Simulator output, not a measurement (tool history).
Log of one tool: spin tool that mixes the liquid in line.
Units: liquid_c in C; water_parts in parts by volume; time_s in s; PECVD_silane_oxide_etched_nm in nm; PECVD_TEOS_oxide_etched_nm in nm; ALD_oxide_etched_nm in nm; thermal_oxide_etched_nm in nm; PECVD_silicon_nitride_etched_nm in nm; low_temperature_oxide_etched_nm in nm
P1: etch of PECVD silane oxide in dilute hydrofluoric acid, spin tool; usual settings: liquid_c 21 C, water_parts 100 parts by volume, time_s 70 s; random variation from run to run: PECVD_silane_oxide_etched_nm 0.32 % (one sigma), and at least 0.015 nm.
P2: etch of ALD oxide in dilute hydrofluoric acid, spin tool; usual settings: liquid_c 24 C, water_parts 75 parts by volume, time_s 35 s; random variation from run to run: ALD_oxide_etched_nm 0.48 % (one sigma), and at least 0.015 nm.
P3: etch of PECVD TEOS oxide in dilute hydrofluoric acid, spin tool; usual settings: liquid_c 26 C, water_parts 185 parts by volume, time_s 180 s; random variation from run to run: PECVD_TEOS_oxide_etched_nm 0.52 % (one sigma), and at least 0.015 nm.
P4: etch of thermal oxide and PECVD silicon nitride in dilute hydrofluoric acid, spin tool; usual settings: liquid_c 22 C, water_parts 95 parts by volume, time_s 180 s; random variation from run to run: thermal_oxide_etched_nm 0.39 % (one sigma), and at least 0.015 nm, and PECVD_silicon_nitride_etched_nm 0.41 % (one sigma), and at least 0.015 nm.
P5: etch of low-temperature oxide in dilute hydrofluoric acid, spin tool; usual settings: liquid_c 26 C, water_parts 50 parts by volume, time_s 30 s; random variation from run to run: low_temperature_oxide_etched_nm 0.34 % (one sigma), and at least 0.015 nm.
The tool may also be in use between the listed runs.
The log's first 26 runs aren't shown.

run     day  process  liquid_c  water_parts  time_s  hours since the thermometer was replaced  hours since the hydrofluoric acid flow meter was replaced  PECVD_silane_oxide_etched_nm  PECVD_TEOS_oxide_etched_nm  ALD_oxide_etched_nm  thermal_oxide_etched_nm  PECVD_silicon_nitride_etched_nm  low_temperature_oxide_etched_nm
 27    10.6       P1        21          100      70                                     604.7                                                       44.7                        10.347
 28  10.938       P1        26          100      70                                     612.8                                                       52.8                        12.595
 29  11.183       P2        24           75      35                                     618.7                                                       58.7                                                                         8.7445
 30  11.562       P4        22           95     180                                     627.8                                                       67.8                                                                                                  8.2829                           5.1186
 31  12.071       P1        21          100      70                                       640                                                         80                        10.341
 32  12.625       P4        22           95     355                                     653.3                                                       93.3                                                                                                  16.282                           10.079
 33  12.925       P1        21          100      70                                     660.5                                                      100.5                        10.425
 34  13.296       P1        21          100      70                                     669.4                                                      109.4                         10.57
 35  13.792       P1        21          100      70                                     681.3                                                      121.3                        10.788
 36  14.333       P1        21          100      70                                     694.3                                                      134.3                        10.883
 37    14.7       P1        21          100      70                                     703.1                                                      143.1                        11.084
 38  15.242       P1        21          100      70                                     716.1                                                      156.1                         11.07
 39  15.625       P1        21          100      70                                     725.3                                                      165.3                        11.156

The next listed run, before its measurement:
 40  16.179       P1        21          100      70                                     738.6                                                      178.6                             ?

{"run 40": {"PECVD_silane_oxide_etched_nm": 11.099}}
